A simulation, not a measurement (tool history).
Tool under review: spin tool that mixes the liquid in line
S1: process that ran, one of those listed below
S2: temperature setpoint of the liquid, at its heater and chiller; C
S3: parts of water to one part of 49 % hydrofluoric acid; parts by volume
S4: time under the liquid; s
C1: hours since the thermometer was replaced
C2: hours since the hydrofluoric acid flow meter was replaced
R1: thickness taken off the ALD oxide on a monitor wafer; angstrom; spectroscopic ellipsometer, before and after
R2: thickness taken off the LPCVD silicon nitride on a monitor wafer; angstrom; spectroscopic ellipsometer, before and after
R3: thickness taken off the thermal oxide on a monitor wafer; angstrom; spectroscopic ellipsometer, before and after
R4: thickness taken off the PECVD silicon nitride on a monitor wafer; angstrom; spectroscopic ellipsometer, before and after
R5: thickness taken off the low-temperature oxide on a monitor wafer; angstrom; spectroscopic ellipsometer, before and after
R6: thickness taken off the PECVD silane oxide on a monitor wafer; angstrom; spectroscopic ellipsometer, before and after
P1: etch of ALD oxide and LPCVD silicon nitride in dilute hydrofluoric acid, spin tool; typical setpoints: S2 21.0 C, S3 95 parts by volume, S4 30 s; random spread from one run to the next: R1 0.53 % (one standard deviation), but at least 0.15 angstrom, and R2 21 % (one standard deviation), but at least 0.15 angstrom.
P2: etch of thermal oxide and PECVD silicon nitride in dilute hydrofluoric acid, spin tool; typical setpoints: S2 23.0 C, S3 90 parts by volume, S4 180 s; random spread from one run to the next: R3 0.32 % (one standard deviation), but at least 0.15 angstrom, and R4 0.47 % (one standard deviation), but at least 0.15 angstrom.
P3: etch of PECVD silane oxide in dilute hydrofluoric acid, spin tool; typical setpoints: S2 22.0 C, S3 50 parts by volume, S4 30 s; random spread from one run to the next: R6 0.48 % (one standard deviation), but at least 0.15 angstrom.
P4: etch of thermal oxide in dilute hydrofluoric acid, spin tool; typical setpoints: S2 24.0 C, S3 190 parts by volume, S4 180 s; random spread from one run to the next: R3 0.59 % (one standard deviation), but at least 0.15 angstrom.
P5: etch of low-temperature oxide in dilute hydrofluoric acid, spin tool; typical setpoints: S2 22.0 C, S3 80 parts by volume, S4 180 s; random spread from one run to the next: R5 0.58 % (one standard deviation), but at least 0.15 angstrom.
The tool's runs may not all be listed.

| run | hour | S1 | S2 | S3 | S4 | C1 | C2 | R1 | R2 | R3 | R4 | R5 | R6 |
|---|---|---|---|---|---|---|---|---|---|---|---|---|---|
| 1 | 12.9 | P1 | 21.0 | 95 | 30 | 348.6 | 818.2 | 46.059 | 1.16260 |  |  |  |  |
| 2 | 24.5 | P2 | 23.0 | 45 | 180 | 360.2 | 829.8 |  |  | 203.660 | 128.470 |  |  |
| 3 | 39.6 | P2 | 30.5 | 90 | 180 | 375.3 | 844.9 |  |  | 128.950 | 105.540 |  |  |
| 4 | 53.2 | P5 | 22.0 | 80 | 180 | 388.9 | 858.5 |  |  |  |  | 241.28 |  |
| 5 | 65.9 | P4 | 24.0 | 100 | 180 | 401.6 | 871.2 |  |  | 87.970 |  |  |  |
| 6 | 79.6 | P1 | 27.0 | 95 | 30 | 415.3 | 884.9 | 59.188 | 1.81110 |  |  |  |  |
| 7 | 91.7 | P1 | 21.0 | 135 | 30 | 427.4 | 897.0 | 31.642 | 0.74712 |  |  |  |  |
| 8 | 102.0 | P1 | 21.0 | 95 | 55 | 437.7 | 907.3 | 86.428 | 3.20400 |  |  |  |  |
| 9 | 109.9 | P3 | 22.0 | 50 | 45 | 445.6 | 915.2 |  |  |  |  |  | 390.34 |
| 10 | 120.6 | P2 | 23.0 | 90 | 90 | 456.3 | 925.9 |  |  | 47.920 | 32.559 |  |  |
| 11 | 130.6 | P1 | 17.0 | 95 | 15 | 466.3 | 935.9 | 19.651 | 0.27476 |  |  |  |  |
| 12 | 139.7 | P5 | 22.0 | 80 | 180 | 475.4 | 945.0 |  |  |  |  | 240.95 |  |
| 13 | 149.5 | P1 | 21.0 | 95 | 30 | 485.2 | 954.8 | 47.036 | 1.12980 |  |  |  |  |
| 14 | 160.2 | P3 | 22.0 | 85 | 30 | 495.9 | 965.5 |  |  |  |  |  | 145.21 |
| 15 | 175.2 | P5 | 22.0 | 80 | 260 | 510.9 | 980.5 |  |  |  |  | 345.60 |  |
| 16 | 184.8 | P4 | 24.0 | 190 | 300 | 520.5 | 990.1 |  |  | 70.574 |  |  |  |
| 17 | 198.6 | P4 | 24.0 | 190 | 180 | 534.3 | 1003.9 |  |  | 41.290 |  |  |  |
| 18 | 213.9 | P1 | 21.0 | 95 | 30 | 549.6 | 1019.2 | 47.222 | 1.63090 |  |  |  |  |
| 19 | 222.9 | P3 | 22.0 | 50 | 30 | 558.6 | 1028.2 |  |  |  |  |  | 258.70 |
| 20 | 238.6 | P1 | 21.0 | 95 | 30 | 574.3 | 1043.9 | 46.994 | 1.36340 |  |  |  |  |
| 21 | 251.4 | P4 | 24.0 | 190 | 180 | 587.1 | 1056.7 |  |  | 42.188 |  |  |  |
| 22 | 264.6 | P3 | 25.5 | 50 | 30 | 600.3 | 1069.9 |  |  |  |  |  | 301.97 |
| 23 | 273.1 | P3 | 22.0 | 50 | 30 | 608.8 | 1078.4 |  |  |  |  |  | 259.74 |
| 24 | 284.4 | P1 | 21.0 | 95 | 30 | 620.1 | 1089.7 | 46.256 | 1.34940 |  |  |  |  |
| 25 | 297.9 | P5 | 22.0 | 145 | 180 | 633.6 | 1103.2 |  |  |  |  | 123.62 |  |
| 26 | 309.0 | P1 | 21.0 | 95 | 15 | 644.7 | 1114.3 | 23.288 | 0.65899 |  |  |  |  |
| 27 | 320.6 | P4 | 30.5 | 190 | 180 | 656.3 | 1125.9 |  |  | 52.494 |  |  |  |
| 28 | 334.6 | P1 | 21.0 | 20 | 30 | 670.3 | 1139.9 | 240.590 | 5.31600 |  |  |  |  |
| 29 | 346.4 | P1 | 21.0 | 95 | 30 | 682.1 | 1151.7 | 46.790 | 1.03830 |  |  |  |  |
| 30 | 355.7 | P2 | 23.0 | 90 | 180 | 691.4 | 1161.0 |  |  | 96.017 | 65.289 |  |  |
| 31 | 371.0 | P5 | 18.5 | 80 | 180 | 706.7 | 1176.3 |  |  |  |  | 206.49 |  |
| 32 | 386.5 | P1 | 21.0 | 175 | 45 | 722.2 | 1191.8 | 34.611 | 0.89514 |  |  |  |  |
| 33 | 396.8 | P1 | 17.0 | 95 | 30 | 732.5 | 1202.1 | 39.521 | 0.82510 |  |  |  |  |
| 34 | 410.4 | P1 | 24.5 | 95 | 15 | 746.1 | 1215.7 | 26.559 | 0.72238 |  |  |  |  |
| 35 | 422.5 | P1 | 21.0 | 95 | 30 | 758.2 | 1227.8 | 46.548 | 0.70177 |  |  |  |  |
| 36 | 433.1 | P1 | 21.0 | 95 | 30 | 768.8 | 1238.4 | 45.572 | 0.79447 |  |  |  |  |
| 37 | 447.1 | P1 | 21.0 | 95 | 30 | 782.8 | 1252.4 | 43.882 | 1.63180 |  |  |  |  |
| 38 | 458.0 | P1 | 21.0 | 95 | 30 | 793.7 | 1263.3 | 43.921 | 1.24960 |  |  |  |  |
| 39 | 469.3 | P1 | 21.0 | 95 | 30 | 805.0 | 1274.6 | 43.659 | 1.32130 |  |  |  |  |
| 40 | 483.4 | P1 | 21.0 | 95 | 30 | 819.1 | 1288.7 | 43.080 | 1.31260 |  |  |  |  |
| 41 | 492.3 | P1 | 21.0 | 95 | 30 | 828.0 | 1297.6 | 43.448 | 1.19220 |  |  |  |  |
| 42 | 506.0 | P1 | 21.0 | 95 | 30 | 841.7 | 1311.3 | 42.628 | 1.79830 |  |  |  |  |
| 43 | 520.0 | P1 | 21.0 | 95 | 30 | 855.7 | 1325.3 | 42.560 | 0.77664 |  |  |  |  |
| 44 | 527.5 | P1 | 21.0 | 95 | 30 | 863.2 | 1332.8 | 42.883 | 1.22950 |  |  |  |  |

Compared with where it was, what P1 gives has crept away. Each cause listed below fits the log as well as the rest, at the size given for it:
A: liquid colder than its thermometer reads (K) = 2.1
B: hydrofluoric acid flow below the setpoint (%) = 7.46
The gradual shift began around hour 422.5.

4 check runs are offered, one wafer each, their results left as question marks. Which one tells the causes apart?
| check 1 | 535.0 | P3 | 22.0 | 50 | 30 |  |  |  |  |  |  |  | ? |
| check 2 | 535.0 | P4 | 24.0 | 190 | 180 |  |  |  |  | ? |  |  |  |
| check 3 | 535.0 | P2 | 23.0 | 90 | 180 |  |  |  |  | ? | ? |  |  |
| check 4 | 535.0 | P5 | 22.0 | 80 | 180 |  |  |  |  |  |  | ? |  |

How each check would come out, cause by cause:
| check | result | if A | if B |
|---|---|---|---|
| check 1 | R6 | 237.48 | 238.90 |
| check 2 | R3 | 38.678 | 38.101 |
| check 3 | R3 | 88.335 | 88.244 |
| check 3 | R4 | 56.564 | 60.361 |
| check 4 | R5 | 220.78 | 221.09 |
Per check, the gap between the least separated pair of causes, taken in the result that splits them most: check 1 0.59 %; check 2 1.5 %; check 3 6.5 %; check 4 0.14 %
Only check 3 tells the causes apart: in the others they would give nearly the same result.

The results of check 3 are: R3 87.969 angstrom; R4 60.468 angstrom. Based on these, which of the listed causes is it?

Of the candidate causes, it is B: hydrofluoric acid flow below the setpoint (%).
